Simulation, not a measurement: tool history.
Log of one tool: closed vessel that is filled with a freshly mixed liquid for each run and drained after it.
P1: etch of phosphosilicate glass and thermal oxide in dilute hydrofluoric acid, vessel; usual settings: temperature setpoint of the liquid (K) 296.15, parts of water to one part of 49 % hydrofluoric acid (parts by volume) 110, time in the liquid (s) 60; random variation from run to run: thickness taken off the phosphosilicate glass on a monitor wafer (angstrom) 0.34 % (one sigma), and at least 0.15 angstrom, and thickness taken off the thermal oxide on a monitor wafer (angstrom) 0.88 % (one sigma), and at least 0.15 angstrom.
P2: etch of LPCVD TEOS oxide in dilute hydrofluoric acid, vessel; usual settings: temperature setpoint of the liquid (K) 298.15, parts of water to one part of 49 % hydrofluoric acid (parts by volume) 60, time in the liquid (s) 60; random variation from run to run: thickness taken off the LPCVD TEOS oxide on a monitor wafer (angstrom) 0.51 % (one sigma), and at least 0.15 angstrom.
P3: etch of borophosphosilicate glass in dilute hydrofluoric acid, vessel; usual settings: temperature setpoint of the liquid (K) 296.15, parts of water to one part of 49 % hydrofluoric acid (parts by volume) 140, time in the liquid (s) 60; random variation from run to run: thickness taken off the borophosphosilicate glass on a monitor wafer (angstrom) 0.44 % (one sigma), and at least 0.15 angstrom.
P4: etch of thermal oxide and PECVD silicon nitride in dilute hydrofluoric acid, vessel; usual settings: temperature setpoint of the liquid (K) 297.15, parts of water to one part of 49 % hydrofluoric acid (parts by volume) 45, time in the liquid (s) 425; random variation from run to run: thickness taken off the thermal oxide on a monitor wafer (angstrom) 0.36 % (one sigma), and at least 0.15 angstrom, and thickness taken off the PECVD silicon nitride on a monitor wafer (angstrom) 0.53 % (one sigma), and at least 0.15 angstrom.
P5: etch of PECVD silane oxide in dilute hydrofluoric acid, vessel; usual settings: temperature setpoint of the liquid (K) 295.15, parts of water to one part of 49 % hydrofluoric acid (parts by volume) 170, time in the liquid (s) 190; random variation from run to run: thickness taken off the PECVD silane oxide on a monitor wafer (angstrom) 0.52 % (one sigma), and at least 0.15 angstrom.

run,hour,process that ran,temperature setpoint of the liquid (K),parts of water to one part of 49 % hydrofluoric acid (parts by volume),time in the liquid (s),thickness taken off the phosphosilicate glass on a monitor wafer (angstrom),thickness taken off the thermal oxide on a monitor wafer (angstrom),thickness taken off the PECVD silicon nitride on a monitor wafer (angstrom),thickness taken off the borophosphosilicate glass on a monitor wafer (angstrom),thickness taken off the LPCVD TEOS oxide on a monitor wafer (angstrom),thickness taken off the PECVD silane oxide on a monitor wafer (angstrom)
1,5.5,P1,296.15,110,60,857.72,23.223,,,,
2,10.4,P4,301.65,45,425,,539.84,572.83,,,
3,13.9,P3,296.15,140,60,,,,146.66,,
4,17.7,P1,296.15,155,60,582.62,15.785,,,,
5,20.2,P1,296.15,165,110,989.27,27.512,,,,
6,23.6,P4,297.15,20,425,,1047.9,935.82,,,
7,26.6,P1,292.15,110,115,1400,38.692,,,,
8,30.8,P2,298.15,60,30,,,,,299.61,
9,34.8,P2,303.15,60,60,,,,,741.41,
10,37.9,P1,299.65,110,30,495.63,13.876,,,,
11,40.7,P1,296.15,30,60,3511.5,95.045,,,,
12,45.4,P1,296.15,110,110,1578.5,42.699,,,,
13,49.1,P3,296.15,225,60,,,,82.468,,
14,52.1,P3,302.65,140,60,,,,186.87,,
15,57,P5,295.15,170,335,,,,,,606.22
16,60.4,P5,295.15,170,190,,,,,,339.72
17,63.3,P1,303.65,110,60,1145.8,31.453,,,,
18,66.7,P4,297.15,45,425,,451.57,425.87,,,
19,69.7,P1,296.15,110,30,429.68,11.825,,,,
20,73.1,P1,296.15,110,60,864.24,23.529,,,,
21,78.3,P5,295.15,40,190,,,,,,1693.1
22,80.7,P1,296.15,110,60,863.38,23.869,,,,
23,84,P2,298.15,60,60,,,,,606.51,
24,89,P2,298.15,105,60,,,,,326.78,
25,93.5,P5,290.15,170,190,,,,,,279.34
26,96.7,P1,290.15,110,60,671.65,18.539,,,,
27,99.8,P1,296.15,110,60,857.38,23.404,,,,
28,102.9,P3,296.15,140,110,,,,268.17,,
29,106.5,P4,297.15,45,205,,216.53,205.34,,,
30,110.7,P1,296.15,110,60,855.99,23.639,,,,
31,115.4,P1,296.15,110,60,835.3,23.235,,,,
32,118.6,P1,296.15,110,60,820.8,22.575,,,,
33,124.1,P1,296.15,110,60,809.66,21.934,,,,
34,127.9,P1,296.15,110,60,803.08,22.113,,,,
35,130.3,P1,296.15,110,60,801.95,22.203,,,,
36,135.5,P1,296.15,110,60,801.15,21.945,,,,
37,140.3,P1,296.15,110,60,796.1,21.885,,,,
38,143.8,P1,296.15,110,60,803.53,22.099,,,,

What P1 gives has crept away from where it was. These 2 causes fit the log equally well, each at the size given:
A: liquid colder than its thermometer reads (K) = 1.89
B: hydrofluoric acid flow below the setpoint (%) = 6.44
The creep began at about hour 110.7.

4 check runs are offered, one wafer each, their results left as question marks. Which one tells the causes apart?
check 1,147.3,P2,302.15,75,60,,,,,?,
check 2,147.3,P3,296.15,190,105,,,,?,,
check 3,147.3,P5,290.15,170,285,,,,,,?
check 4,147.3,P4,297.15,45,260,,?,?,,,

What each check would give under each cause:
check,result,if A,if B
check 1,thickness taken off the LPCVD TEOS oxide on a monitor wafer (angstrom),515.11,514.98
check 2,thickness taken off the borophosphosilicate glass on a monitor wafer (angstrom),166.24,164.82
check 3,thickness taken off the PECVD silane oxide on a monitor wafer (angstrom),389.5,389.43
check 4,thickness taken off the thermal oxide on a monitor wafer (angstrom),254.29,256.31
check 4,thickness taken off the PECVD silicon nitride on a monitor wafer (angstrom),228.83,243.84
How far apart the two closest causes lie, in the result that separates them most: check 1 0.03 %; check 2 0.86 %; check 3 0.02 %; check 4 6.36 %
Check 4 tells the causes apart: in the others they would give nearly the same result.

Check 4 was then run and gave: thickness taken off the thermal oxide on a monitor wafer (angstrom) 253.43; thickness taken off the PECVD silicon nitride on a monitor wafer (angstrom) 226.65. Which cause is it?

It is A: liquid colder than its thermometer reads (K).
